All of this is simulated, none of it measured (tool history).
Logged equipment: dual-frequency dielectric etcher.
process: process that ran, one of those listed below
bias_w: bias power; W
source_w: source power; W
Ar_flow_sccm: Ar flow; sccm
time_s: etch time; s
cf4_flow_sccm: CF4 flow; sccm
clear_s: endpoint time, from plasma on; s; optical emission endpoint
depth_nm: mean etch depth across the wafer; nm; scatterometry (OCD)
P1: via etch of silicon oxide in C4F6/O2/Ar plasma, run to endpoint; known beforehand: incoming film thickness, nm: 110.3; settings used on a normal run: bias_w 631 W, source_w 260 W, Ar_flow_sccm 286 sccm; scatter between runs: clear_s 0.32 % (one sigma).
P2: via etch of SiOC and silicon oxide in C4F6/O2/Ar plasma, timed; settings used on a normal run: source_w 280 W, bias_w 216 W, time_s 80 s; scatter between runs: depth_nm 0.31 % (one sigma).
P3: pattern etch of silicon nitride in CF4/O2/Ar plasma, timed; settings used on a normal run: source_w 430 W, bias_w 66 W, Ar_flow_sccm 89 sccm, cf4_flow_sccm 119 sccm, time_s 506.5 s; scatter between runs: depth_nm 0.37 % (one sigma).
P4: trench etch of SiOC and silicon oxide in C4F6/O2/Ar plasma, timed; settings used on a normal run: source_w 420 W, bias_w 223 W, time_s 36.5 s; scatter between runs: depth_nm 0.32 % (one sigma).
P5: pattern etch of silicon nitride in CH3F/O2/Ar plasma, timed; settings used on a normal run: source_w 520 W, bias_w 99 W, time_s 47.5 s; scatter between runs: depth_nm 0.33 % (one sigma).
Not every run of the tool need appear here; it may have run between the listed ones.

run,hour,process,bias_w,source_w,Ar_flow_sccm,time_s,cf4_flow_sccm,clear_s,depth_nm
1,10.7,P1,631,260,286,,,25.657,
2,20.2,P1,631,190,286,,,28.844,
3,32.4,P1,631,260,286,,,25.698,
4,44,P1,631,260,286,,,25.651,
5,55.5,P2,216,280,,80,,,87.065
6,69.1,P5,99,520,,47.5,,,40.814
7,83.9,P5,99,520,,34.5,,,29.533
8,100.9,P3,66,430,89,506.5,119,,976.73
9,115.6,P2,270,280,,80,,,92.969
10,124.8,P1,631,310,286,,,24.241,
11,138.6,P1,814,260,382,,,23.996,
12,152.1,P2,216,280,,108.5,,,116.66
13,165.9,P3,66,430,89,506.5,167,,1002.3
# hour 166.2: Ar flow controller replaced
14,175.1,P1,836,260,286,,,22.992,
15,187.8,P3,40,430,89,506.5,119,,802.03
16,201.5,P1,631,260,286,,,25.798,
17,218.3,P4,223,270,,36.5,,,65.64
18,235.6,P5,99,310,,47.5,,,33.524
19,248.3,P1,631,260,286,,,25.821,
20,260.1,P2,216,350,,80,,,94.118
21,278.2,P4,223,420,,55,,,118.45
22,296,P3,66,430,89,329,119,,629.16
23,306.9,P3,66,250,89,506.5,119,,602.92
24,323.9,P1,505,260,286,,,28.023,
25,335.1,P1,631,260,286,,,25.716,
26,345.5,P1,631,260,286,,,25.845,
27,355.5,P3,66,430,68,506.5,119,,996.65
28,370.4,P1,631,260,342,,,26.359,
29,380.4,P2,216,280,,80,,,86.673
30,398.3,P4,223,420,,36.5,,,78.211
31,407.3,P4,314,420,,36.5,,,87.472
32,423,P1,435,330,286,,,27.429,
33,435.9,P5,66,520,,47.5,,,35.319
34,446.3,P1,631,260,168,,,24.222,
35,454.9,P1,631,260,286,,,25.78,
36,464,P1,631,260,286,,,25.63,
37,478.6,P1,631,260,286,,,25.283,
38,492.2,P1,631,260,286,,,25.447,
# hour 507.8: Ar flow controller replaced
39,510,P1,631,260,286,,,25.273,
# hour 516.6: wet clean of the chamber
40,523.7,P1,631,260,286,,,25.328,
41,539.4,P1,631,260,286,,,25.459,

What P1 gives has crept off from where it sat before. The 2 causes that follow fit the log equally well, each at the size noted:
A: source power that arrives over what is set, % = 4.63
B: bias power that arrives over what is set, % = 4.26
The onset of the drift is placed at about hour 454.9.
Every other cause this tool's parts could produce, and why it does not fit the log:
chamber walls in a state that raises the etch rate, %: was serviced at hour 516.6, once the creep was under way, yet the earlier output never came back
Ar flow that arrives under what is set, %: was serviced at hour 507.8, once the creep was under way, yet the earlier output never came back

Which of the 4 check runs listed below, each an average over 2 wafers with its results shown as question marks, gives clearly different results under the different listed causes?
check 1,555.1,P4,301,420,,36.5,,,?
check 2,555.1,P3,47,430,89,506.5,166,,?
check 3,555.1,P5,99,320,,47.5,,,?
check 4,555.1,P2,216,280,,106.5,,,?

Outcome of each check run for each possible cause:
check,result,if A,if B
check 1,depth_nm,88.282,88.058
check 2,depth_nm,920.01,897.12
check 3,depth_nm,34.488,34.446
check 4,depth_nm,117.06,116.72
Per-check spread between the two closest causes, in the result where they differ most: check 1 0.25 %; check 2 2.52 %; check 3 0.12 %; check 4 0.29 %
Only check 2 tells the causes apart: in the others they would give nearly the same result.

Then check 2 was run and gave: depth_nm 896.51 nm. Which cause is it?

It is B: bias power that arrives over what is set, %.

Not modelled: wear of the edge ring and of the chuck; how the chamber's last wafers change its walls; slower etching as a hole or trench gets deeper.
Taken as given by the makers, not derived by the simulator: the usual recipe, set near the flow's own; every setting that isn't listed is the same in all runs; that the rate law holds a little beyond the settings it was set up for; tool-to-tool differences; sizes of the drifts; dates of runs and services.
